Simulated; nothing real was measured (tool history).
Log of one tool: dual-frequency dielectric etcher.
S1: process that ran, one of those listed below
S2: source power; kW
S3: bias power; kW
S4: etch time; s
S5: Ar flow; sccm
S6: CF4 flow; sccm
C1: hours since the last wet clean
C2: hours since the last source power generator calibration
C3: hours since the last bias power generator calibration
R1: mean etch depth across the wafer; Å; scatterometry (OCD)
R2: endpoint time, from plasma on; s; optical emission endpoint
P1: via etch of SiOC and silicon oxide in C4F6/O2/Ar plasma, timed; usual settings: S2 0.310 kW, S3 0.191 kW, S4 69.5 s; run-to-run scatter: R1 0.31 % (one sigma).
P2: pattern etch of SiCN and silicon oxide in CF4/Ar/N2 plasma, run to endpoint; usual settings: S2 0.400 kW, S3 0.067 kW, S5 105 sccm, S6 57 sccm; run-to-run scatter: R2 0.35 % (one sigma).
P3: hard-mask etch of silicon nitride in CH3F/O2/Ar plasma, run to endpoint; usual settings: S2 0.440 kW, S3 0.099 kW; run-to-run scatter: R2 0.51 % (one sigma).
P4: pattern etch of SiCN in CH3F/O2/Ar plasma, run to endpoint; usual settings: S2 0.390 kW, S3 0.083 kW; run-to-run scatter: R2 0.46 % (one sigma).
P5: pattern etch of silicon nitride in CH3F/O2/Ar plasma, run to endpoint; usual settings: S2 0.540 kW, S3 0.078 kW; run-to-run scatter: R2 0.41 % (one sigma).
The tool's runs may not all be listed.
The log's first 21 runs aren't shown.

| run | hour | S1 | S2 | S3 | S4 | S5 | S6 | C1 | C2 | C3 | R1 | R2 |
|---|---|---|---|---|---|---|---|---|---|---|---|---|
| 22 | 143.8 | P1 | 0.310 | 0.191 | 52.5 |  |  | 610.0 | 2581.8 | 1789.2 | 555.49 |  |
| 23 | 147.6 | P2 | 0.550 | 0.067 |  | 105 | 57 | 613.8 | 2585.6 | 1793.0 |  | 11.788 |
| 24 | 151.5 | P3 | 0.440 | 0.099 |  |  |  | 617.7 | 2589.5 | 1796.9 |  | 48.663 |
| 25 | 158.2 | P1 | 0.230 | 0.191 | 69.5 |  |  | 624.4 | 2596.2 | 1803.6 | 663.92 |  |
| 26 | 166.0 | P1 | 0.310 | 0.191 | 91.0 |  |  | 632.2 | 2604.0 | 1811.4 | 963.04 |  |
| 27 | 173.0 | P1 | 0.310 | 0.191 | 69.5 |  |  | 639.2 | 2611.0 | 1818.4 | 739.19 |  |
| 28 | 180.6 | P3 | 0.610 | 0.099 |  |  |  | 646.8 | 2618.6 | 1826.0 |  | 42.952 |
| 29 | 189.4 | P4 | 0.560 | 0.083 |  |  |  | 655.6 | 2627.4 | 1834.8 |  | 19.575 |
| 30 | 194.8 | P4 | 0.390 | 0.101 |  |  |  | 661.0 | 2632.8 | 1840.2 |  | 20.949 |
| 31 | 201.4 | P1 | 0.310 | 0.247 | 44.5 |  |  | 667.6 | 2639.4 | 1846.8 | 514.84 |  |
| 32 | 208.6 | P1 | 0.310 | 0.191 | 69.5 |  |  | 674.8 | 2646.6 | 1854.0 | 738.29 |  |

Run 33 comes next. What will it give?
| 33 | 216.3 | P1 | 0.310 | 0.191 | 69.5 |  |  | 682.5 | 2654.3 | 1861.7 | ? |  |

{"run 33": {"R1": 742.97}}
